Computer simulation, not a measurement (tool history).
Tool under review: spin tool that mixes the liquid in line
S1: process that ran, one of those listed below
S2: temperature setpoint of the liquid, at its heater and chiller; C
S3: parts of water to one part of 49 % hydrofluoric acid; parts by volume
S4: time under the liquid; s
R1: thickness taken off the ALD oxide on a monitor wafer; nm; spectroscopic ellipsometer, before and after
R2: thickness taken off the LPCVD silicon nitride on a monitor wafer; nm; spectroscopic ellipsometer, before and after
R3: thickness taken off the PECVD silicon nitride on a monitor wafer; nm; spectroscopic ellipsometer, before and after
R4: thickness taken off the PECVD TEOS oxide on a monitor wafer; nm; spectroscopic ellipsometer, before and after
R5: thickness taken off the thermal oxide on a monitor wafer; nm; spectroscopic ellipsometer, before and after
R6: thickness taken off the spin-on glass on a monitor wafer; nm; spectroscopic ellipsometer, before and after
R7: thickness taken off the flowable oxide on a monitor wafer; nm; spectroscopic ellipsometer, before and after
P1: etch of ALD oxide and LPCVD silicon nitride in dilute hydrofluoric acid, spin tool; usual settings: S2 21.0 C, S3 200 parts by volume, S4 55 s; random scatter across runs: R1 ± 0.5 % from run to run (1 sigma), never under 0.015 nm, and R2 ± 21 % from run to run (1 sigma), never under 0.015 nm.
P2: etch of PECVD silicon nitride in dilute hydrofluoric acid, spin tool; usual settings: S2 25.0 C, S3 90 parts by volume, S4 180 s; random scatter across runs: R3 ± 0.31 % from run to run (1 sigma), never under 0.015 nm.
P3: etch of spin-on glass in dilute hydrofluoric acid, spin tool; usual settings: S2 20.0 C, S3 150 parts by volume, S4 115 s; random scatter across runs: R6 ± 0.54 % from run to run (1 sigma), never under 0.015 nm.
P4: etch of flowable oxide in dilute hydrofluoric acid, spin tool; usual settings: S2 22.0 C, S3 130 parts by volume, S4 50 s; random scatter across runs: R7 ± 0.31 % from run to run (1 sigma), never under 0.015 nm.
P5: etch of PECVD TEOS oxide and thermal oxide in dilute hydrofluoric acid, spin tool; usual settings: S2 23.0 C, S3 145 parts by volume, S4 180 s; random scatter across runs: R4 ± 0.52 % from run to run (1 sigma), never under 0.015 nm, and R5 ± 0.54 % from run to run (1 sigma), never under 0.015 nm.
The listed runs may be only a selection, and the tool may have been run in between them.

| run | hour | S1 | S2 | S3 | S4 | R1 | R2 | R3 | R4 | R5 | R6 | R7 |
|---|---|---|---|---|---|---|---|---|---|---|---|---|
| 1 | 4.6 | P1 | 21.0 | 200 | 55 | 7.1177 | 0.108120 |  |  |  |  |  |
| 2 | 8.4 | P2 | 25.0 | 90 | 180 |  |  | 8.8643 |  |  |  |  |
| 3 | 14.2 | P5 | 23.0 | 35 | 180 |  |  |  | 116.3000 | 25.53500 |  |  |
| 4 | 18.7 | P3 | 20.0 | 150 | 115 |  |  |  |  |  | 31.148 |  |
| 5 | 24.4 | P1 | 21.0 | 200 | 95 | 12.0320 | 0.270940 |  |  |  |  |  |
| 6 | 28.0 | P1 | 17.0 | 200 | 55 | 6.0455 | 0.065332 |  |  |  |  |  |
| 7 | 33.5 | P1 | 21.0 | 200 | 55 | 7.0989 | 0.135020 |  |  |  |  |  |
| 8 | 38.9 | P5 | 23.0 | 145 | 180 |  |  |  | 24.7160 | 5.43600 |  |  |
| 9 | 43.4 | P1 | 21.0 | 200 | 55 | 7.1140 | 0.144030 |  |  |  |  |  |
| 10 | 47.8 | P5 | 30.5 | 145 | 180 |  |  |  | 32.1120 | 7.15040 |  |  |
| 11 | 51.9 | P1 | 21.0 | 35 | 55 | 48.4160 | 0.707130 |  |  |  |  |  |
| 12 | 58.2 | P1 | 21.0 | 200 | 55 | 7.0218 | 0.132470 |  |  |  |  |  |
| 13 | 65.2 | P4 | 26.5 | 130 | 50 |  |  |  |  |  |  | 14.2990 |
| 14 | 69.5 | P3 | 20.0 | 150 | 180 |  |  |  |  |  | 48.464 |  |
| 15 | 73.6 | P2 | 25.0 | 90 | 50 |  |  | 2.4777 |  |  |  |  |
| 16 | 80.3 | P3 | 28.5 | 150 | 115 |  |  |  |  |  | 42.742 |  |
| 17 | 85.0 | P1 | 27.5 | 135 | 55 | 14.4040 | 0.106630 |  |  |  |  |  |
| 18 | 90.6 | P3 | 20.0 | 80 | 115 |  |  |  |  |  | 63.114 |  |
| 19 | 97.6 | P4 | 22.0 | 130 | 50 |  |  |  |  |  |  | 11.9940 |
| 20 | 103.9 | P4 | 22.0 | 130 | 15 |  |  |  |  |  |  | 3.5539 |
| 21 | 109.5 | P1 | 21.0 | 200 | 55 | 7.0867 | 0.116760 |  |  |  |  |  |
| 22 | 116.3 | P1 | 26.0 | 200 | 95 | 14.5840 | 0.388130 |  |  |  |  |  |
| 23 | 120.2 | P4 | 22.0 | 220 | 50 |  |  |  |  |  |  | 6.4312 |
| 24 | 124.8 | P5 | 23.0 | 145 | 180 |  |  |  | 24.7000 | 5.43170 |  |  |
| 25 | 128.1 | P1 | 21.0 | 320 | 55 | 3.9129 | 0.054382 |  |  |  |  |  |
| 26 | 134.3 | P2 | 25.0 | 140 | 180 |  |  | 5.7197 |  |  |  |  |
| 27 | 137.7 | P2 | 25.0 | 90 | 180 |  |  | 8.9262 |  |  |  |  |
| 28 | 140.9 | P1 | 21.0 | 200 | 20 | 2.5587 | 0.059702 |  |  |  |  |  |
| 29 | 144.8 | P5 | 23.0 | 145 | 15 |  |  |  | 2.0452 | 0.44191 |  |  |
| 30 | 147.9 | P3 | 20.0 | 150 | 115 |  |  |  |  |  | 31.281 |  |
| 31 | 154.8 | P2 | 30.5 | 90 | 180 |  |  | 12.6410 |  |  |  |  |
| 32 | 158.8 | P1 | 26.5 | 200 | 55 | 8.6413 | 0.149120 |  |  |  |  |  |
| 33 | 163.2 | P1 | 21.0 | 200 | 55 | 7.0577 | 0.057509 |  |  |  |  |  |
| 34 | 168.3 | P1 | 21.0 | 200 | 55 | 7.1662 | 0.170690 |  |  |  |  |  |
| 35 | 175.2 | P1 | 21.0 | 200 | 55 | 7.3723 | 0.140970 |  |  |  |  |  |
| 36 | 181.6 | P1 | 21.0 | 200 | 55 | 7.4248 | 0.161390 |  |  |  |  |  |
| 37 | 188.3 | P1 | 21.0 | 200 | 55 | 7.5821 | 0.199350 |  |  |  |  |  |
| 38 | 195.1 | P1 | 21.0 | 200 | 55 | 7.6141 | 0.155830 |  |  |  |  |  |
| 39 | 198.6 | P1 | 21.0 | 200 | 55 | 7.6232 | 0.157240 |  |  |  |  |  |
| 40 | 203.5 | P1 | 21.0 | 200 | 55 | 7.5982 | 0.150400 |  |  |  |  |  |
| 41 | 208.3 | P1 | 21.0 | 200 | 55 | 7.5751 | 0.141850 |  |  |  |  |  |

P1 has crept away from where it was. The log is fitted equally well by each of these 2 causes, at the sizes shown:
A: hydrofluoric acid flow above the setpoint (%) = 6.64
B: liquid hotter than its thermometer reads (K) = 2.04
At approximately hour 163.2, the process output began to creep.

Below are 4 check runs, each on a single wafer, with their results shown as question marks. Which of them would tell the listed causes apart, meaning the causes would give clearly different results under it?
| check 1 | 213.1 | P5 | 26.0 | 145 | 50 |  |  |  | ? | ? |  |  |
| check 2 | 213.1 | P2 | 30.0 | 130 | 180 |  |  | ? |  |  |  |  |
| check 3 | 213.1 | P3 | 26.0 | 150 | 115 |  |  |  |  |  | ? |  |
| check 4 | 213.1 | P4 | 22.0 | 180 | 50 |  |  |  |  |  |  | ? |

Check results expected under each cause:
| check | result | if A | if B |
|---|---|---|---|
| check 1 | R4 | 8.2727 | 8.2781 |
| check 1 | R5 | 1.82320 | 1.82440 |
| check 2 | R3 | 9.0288 | 9.5874 |
| check 3 | R6 | 42.165 | 42.169 |
| check 4 | R7 | 8.8432 | 8.8525 |
Per-check spread between the two closest causes, in the result where they differ most: check 1 0.07 %; check 2 6 %; check 3 0.01 %; check 4 0.1 %
Check 2 tells the causes apart: in the others they would give nearly the same result.

Check 2 was carried out, with these results: R3 9.0419 nm. Which of the listed causes is responsible?

It was cause A: hydrofluoric acid flow above the setpoint (%).

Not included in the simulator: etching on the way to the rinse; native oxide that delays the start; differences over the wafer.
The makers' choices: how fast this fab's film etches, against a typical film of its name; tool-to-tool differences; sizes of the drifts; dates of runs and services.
